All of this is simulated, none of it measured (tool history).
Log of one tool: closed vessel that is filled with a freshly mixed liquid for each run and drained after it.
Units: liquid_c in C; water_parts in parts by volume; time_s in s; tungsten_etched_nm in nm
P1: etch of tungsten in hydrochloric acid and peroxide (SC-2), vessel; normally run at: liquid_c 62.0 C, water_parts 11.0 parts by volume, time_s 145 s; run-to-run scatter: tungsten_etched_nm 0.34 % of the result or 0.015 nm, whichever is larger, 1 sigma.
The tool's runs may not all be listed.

run,hour,liquid_c,water_parts,time_s,hours since the thermometer was replaced,hours since the chemicals flow meter was replaced,hours since the drum of peroxide was connected,tungsten_etched_nm
1,7.0,62.0,11.0,145,1879.1,498.7,482.1,55.291
2,15.8,53.0,15.5,145,1887.9,507.5,490.9,23.098
3,24.8,62.0,11.0,280,1896.9,516.5,499.9,106.840
4,38.7,62.0,19.0,90,1910.8,530.4,513.8,21.128
5,48.1,72.0,11.0,145,1920.2,539.8,523.2,100.070
6,61.8,62.0,18.0,145,1933.9,553.5,536.9,35.707
7,75.3,62.0,11.0,145,1947.4,567.0,550.4,54.976
8,81.9,46.5,11.0,145,1954.0,573.6,557.0,20.125
9,91.2,62.0,11.0,145,1963.3,582.9,566.3,55.158
# hour 92.7: chemicals flow meter replaced
10,102.9,62.0,11.0,145,1975.0,10.2,578.0,55.158
11,111.0,62.0,4.0,145,1983.1,18.3,586.1,119.810
12,122.8,62.0,11.0,55,1994.9,30.1,597.9,20.971
13,131.2,62.0,11.0,145,2003.3,38.5,606.3,55.132
14,145.0,72.0,5.0,145,2017.1,52.3,620.1,186.500
15,159.2,62.0,11.0,145,2031.3,66.5,634.3,55.152
16,168.3,62.0,11.0,145,2040.4,75.6,643.4,56.167
17,176.7,62.0,11.0,145,2048.8,84.0,651.8,57.460
18,186.5,62.0,11.0,145,2058.6,93.8,661.6,58.584
19,198.8,62.0,11.0,145,2070.9,106.1,673.9,58.669
20,211.3,62.0,11.0,145,2083.4,118.6,686.4,58.638
21,224.8,62.0,11.0,145,2096.9,132.1,699.9,59.296
22,234.3,62.0,11.0,145,2106.4,141.6,709.4,59.583
23,247.8,62.0,11.0,145,2119.9,155.1,722.9,59.261

What P1 gives has crept away from where it was. These 2 causes fit the log equally well, each at the size given:
A: chemicals flow above the setpoint (%) = 9.17
B: liquid hotter than its thermometer reads (K) = 1.2
The creep began at about hour 159.2.
Why every other cause is out:
peroxide weaker than its label (%): at most 8, which would move tungsten_etched_nm by -7.4 %: too little, or the wrong way

4 check runs are offered, each on 2 wafers whose results are averaged, their results left as question marks. Which one tells the causes apart?
check 1,261.3,62.0,16.5,145,,,,?
check 2,261.3,51.5,17.5,145,,,,?
check 3,261.3,47.5,4.0,145,,,,?
check 4,261.3,52.0,17.5,145,,,,?

What each check would give under each cause:
check,result,if A,if B
check 1,tungsten_etched_nm,41.849,41.692
check 2,tungsten_etched_nm,20.288,20.300
check 3,tungsten_etched_nm,49.421,50.587
check 4,tungsten_etched_nm,20.968,20.975
How far apart the two closest causes lie, in the result that separates them most: check 1 0.38 %; check 2 0.06 %; check 3 2.33 %; check 4 0.04 %
Only check 3 tells the causes apart: in the others they would give nearly the same result.

Then check 3 was run and gave: tungsten_etched_nm 50.417 nm. Which cause is it?

It is B: liquid hotter than its thermometer reads (K).
